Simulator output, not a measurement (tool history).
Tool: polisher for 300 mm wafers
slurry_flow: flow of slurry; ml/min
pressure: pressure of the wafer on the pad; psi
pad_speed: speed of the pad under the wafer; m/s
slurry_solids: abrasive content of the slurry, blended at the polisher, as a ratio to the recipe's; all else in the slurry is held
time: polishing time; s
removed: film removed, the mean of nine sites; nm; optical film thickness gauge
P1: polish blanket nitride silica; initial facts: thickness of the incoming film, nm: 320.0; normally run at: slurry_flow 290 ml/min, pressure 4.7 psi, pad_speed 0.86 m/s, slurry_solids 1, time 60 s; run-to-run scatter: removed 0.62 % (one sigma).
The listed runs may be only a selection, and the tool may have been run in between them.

run   hour  slurry_flow  pressure  pad_speed  slurry_solids  time  removed
  1    5.8          290       4.7       0.86              1    60   49.836
  2   10.2          290       4.7       0.86              1    60   49.627
      12.8  -- slurry blender recalibrated
  3   16.7          380       4.7       0.48              1    60   31.526
      21.2  -- slurry nozzle cleaned
  4   23.1          290       6.6       0.86              1    60   70.304
  5   29.1          290       4.7       0.86            0.8    60   44.563
  6   33.5          290       4.7       0.86              1    60    49.87
  7   37.2          290       4.7        0.6              1    84   52.206
  8   40.2          290       4.7       0.86              1    95   78.439
  9   45.3          290       4.7       0.86           1.45    60   57.904
 10   51.2          290       2.7       0.86              1    60    28.42
 11     55          375       4.7       0.86              1    60   49.737
 12   59.7          290       4.7       0.86              1    42   34.473
 13   63.8          290       2.2        0.5              1    60   14.964
 14   67.7          290       4.7       0.44              1    60   29.184
 15   70.8          290       4.7       1.26              1    60   67.547
 16     75          175       4.7       0.86              1    60   46.163
 17   81.1          290       4.7       0.86              1    60   49.786
 18   84.5          290       4.7       0.86              1    60   49.862
 19   89.2          290       4.7       0.86              1    60     47.8
 20   94.7          290       4.7       0.86              1    60   45.541
 21   98.3          290       4.7       0.86              1    60   45.724
 22  102.9          290       4.7       0.86              1    60    45.04
     103.8  -- conditioning disc replaced and pad reconditioned
 23  108.5          290       4.7       0.86              1    60   44.088
 24  112.7          290       4.7       0.86              1    60   44.208
     114.5  -- head pressure recalibrated
 25  116.2          290       4.7       0.86              1    60   43.824
 26  119.6          290       4.7       0.86              1    60   43.479
 27  125.2          290       4.7       0.86              1    60   44.013
 28  131.7          290       4.7       0.86              1    60   43.483

P1 has crept away from where it was. The log is fitted equally well by each of these 2 causes, at the sizes shown:
A: removal rate lost through wear of the pad, % = 12.3
B: abrasive missing from the slurry, % = 23.6
The onset of the drift is placed at about hour 84.5.
Why every other cause is out:
slurry flow missing at the pad, %: capped at 40; at that size removed would change by -5.9 %, too little to explain the creep or opposite to it
head's pressure below its setpoint, %: serviced after onset, at hour 114.5, with no recovery of the prior output
time polished since the conditioner stopped cutting, s: serviced after onset, at hour 103.8, with no recovery of the prior output

Which of the 4 check runs listed below, each an average over 5 wafers with its results shown as question marks, gives clearly different results under the different listed causes?
check 1  138.2          290       3.5       0.86              1    93        ?
check 2  138.2          220       4.7       0.86              1    89        ?
check 3  138.2          290       4.7       0.86              1    74        ?
check 4  138.2          290         6       0.86           1.45    60        ?

If the cause were each of the candidates in turn, the checks would give the following:
  check   result    if A    if B
check 1  removed  50.156  50.149
check 2  removed  62.599   62.59
check 3  removed  53.592  53.584
check 4  removed  64.582  66.179
How far apart the two closest causes lie, in the result that separates them most: check 1 0.01 %; check 2 0.01 %; check 3 0.01 %; check 4 2.44 %
The causes can be told apart only by check 4. The other checks would give nearly the same results under each of them.

Running check 4 produced the following: removed 66.327 nm. Which one of the listed causes fits?

It is B: abrasive missing from the slurry, %.
